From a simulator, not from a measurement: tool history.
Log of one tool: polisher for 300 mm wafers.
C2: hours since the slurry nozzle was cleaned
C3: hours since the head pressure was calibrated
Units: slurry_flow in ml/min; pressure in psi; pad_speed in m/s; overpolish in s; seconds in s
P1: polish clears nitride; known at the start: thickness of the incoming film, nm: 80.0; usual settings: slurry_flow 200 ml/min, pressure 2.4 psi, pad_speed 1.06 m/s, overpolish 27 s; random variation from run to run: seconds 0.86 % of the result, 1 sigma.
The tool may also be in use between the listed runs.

Run 1, day 0.150: slurry_flow 200 ml/min, pressure 2.4 psi, pad_speed 1.06 m/s, overpolish 27 s; wafers polished on this pad 234; C2 192.1; C3 515.8. Result: seconds 83.273 s.
Run 2, day 0.300: slurry_flow 200 ml/min, pressure 3.2 psi, pad_speed 1.06 m/s, overpolish 27 s; wafers polished on this pad 258; C2 195.7; C3 519.4. Result: seconds 61.548 s.
Run 3, day 0.517: slurry_flow 200 ml/min, pressure 2.4 psi, pad_speed 1.06 m/s, overpolish 27 s; wafers polished on this pad 292; C2 200.9; C3 524.6. Result: seconds 82.779 s.
Run 4, day 0.625: slurry_flow 120 ml/min, pressure 2.4 psi, pad_speed 1.06 m/s, overpolish 27 s; wafers polished on this pad 309; C2 203.5; C3 527.2. Result: seconds 90.990 s.
Run 5, day 0.767: slurry_flow 200 ml/min, pressure 2.4 psi, pad_speed 0.76 m/s, overpolish 27 s; wafers polished on this pad 331; C2 206.9; C3 530.6. Result: seconds 116.610 s.
Run 6, day 0.921: slurry_flow 200 ml/min, pressure 2.4 psi, pad_speed 1.06 m/s, overpolish 27 s; wafers polished on this pad 355; C2 210.6; C3 534.3. Result: seconds 81.952 s.
Run 7, day 1.025: slurry_flow 200 ml/min, pressure 1.6 psi, pad_speed 1.06 m/s, overpolish 27 s; wafers polished on this pad 372; C2 213.1; C3 536.8. Result: seconds 125.020 s.
Run 8, day 1.167: slurry_flow 200 ml/min, pressure 2.4 psi, pad_speed 1.06 m/s, overpolish 47 s; wafers polished on this pad 394; C2 216.5; C3 540.2. Result: seconds 82.432 s.
Run 9, day 1.288: slurry_flow 200 ml/min, pressure 2.4 psi, pad_speed 1.06 m/s, overpolish 11 s; wafers polished on this pad 413; C2 219.4; C3 543.1. Result: seconds 80.981 s.
Run 10, day 1.404: slurry_flow 200 ml/min, pressure 2.4 psi, pad_speed 1.06 m/s, overpolish 27 s; wafers polished on this pad 432; C2 222.2; C3 545.9. Result: seconds 82.233 s.
At day 1.475: slurry nozzle cleaned.
Run 11, day 1.562: slurry_flow 135 ml/min, pressure 2.4 psi, pad_speed 1.06 m/s, overpolish 39 s; wafers polished on this pad 456; C2 2.1; C3 549.7. Result: seconds 87.872 s.
Run 12, day 1.708: slurry_flow 200 ml/min, pressure 2.4 psi, pad_speed 1.06 m/s, overpolish 27 s; wafers polished on this pad 479; C2 5.6; C3 553.2. Result: seconds 81.712 s.
Run 13, day 1.925: slurry_flow 150 ml/min, pressure 2.4 psi, pad_speed 1.06 m/s, overpolish 10 s; wafers polished on this pad 513; C2 10.8; C3 558.4. Result: seconds 86.880 s.
Run 14, day 2.117: slurry_flow 280 ml/min, pressure 2.4 psi, pad_speed 1.06 m/s, overpolish 27 s; wafers polished on this pad 544; C2 15.4; C3 563.0. Result: seconds 80.195 s.
Run 15, day 2.258: slurry_flow 200 ml/min, pressure 2.4 psi, pad_speed 1.60 m/s, overpolish 27 s; wafers polished on this pad 566; C2 18.8; C3 566.4. Result: seconds 54.656 s.
Run 16, day 2.421: slurry_flow 200 ml/min, pressure 2.4 psi, pad_speed 1.06 m/s, overpolish 27 s; wafers polished on this pad 591; C2 22.7; C3 570.3. Result: seconds 82.715 s.
Run 17, day 2.533: slurry_flow 200 ml/min, pressure 2.4 psi, pad_speed 1.06 m/s, overpolish 27 s; wafers polished on this pad 609; C2 25.4; C3 573.0. Result: seconds 83.735 s.
Run 18, day 2.650: slurry_flow 200 ml/min, pressure 2.4 psi, pad_speed 1.06 m/s, overpolish 27 s; wafers polished on this pad 628; C2 28.2; C3 575.8. Result: seconds 85.506 s.
Run 19, day 2.846: slurry_flow 200 ml/min, pressure 2.4 psi, pad_speed 1.06 m/s, overpolish 27 s; wafers polished on this pad 658; C2 32.9; C3 580.5. Result: seconds 86.375 s.

Forecast run 20:
At day 2.933: head pressure recalibrated.
Run 20, day 2.983: slurry_flow 200 ml/min, pressure 2.4 psi, pad_speed 1.06 m/s, overpolish 27 s; wafers polished on this pad 680; C2 36.2; C3 1.2. Result: seconds ?.

{"run 20": {"seconds": 86.264}}
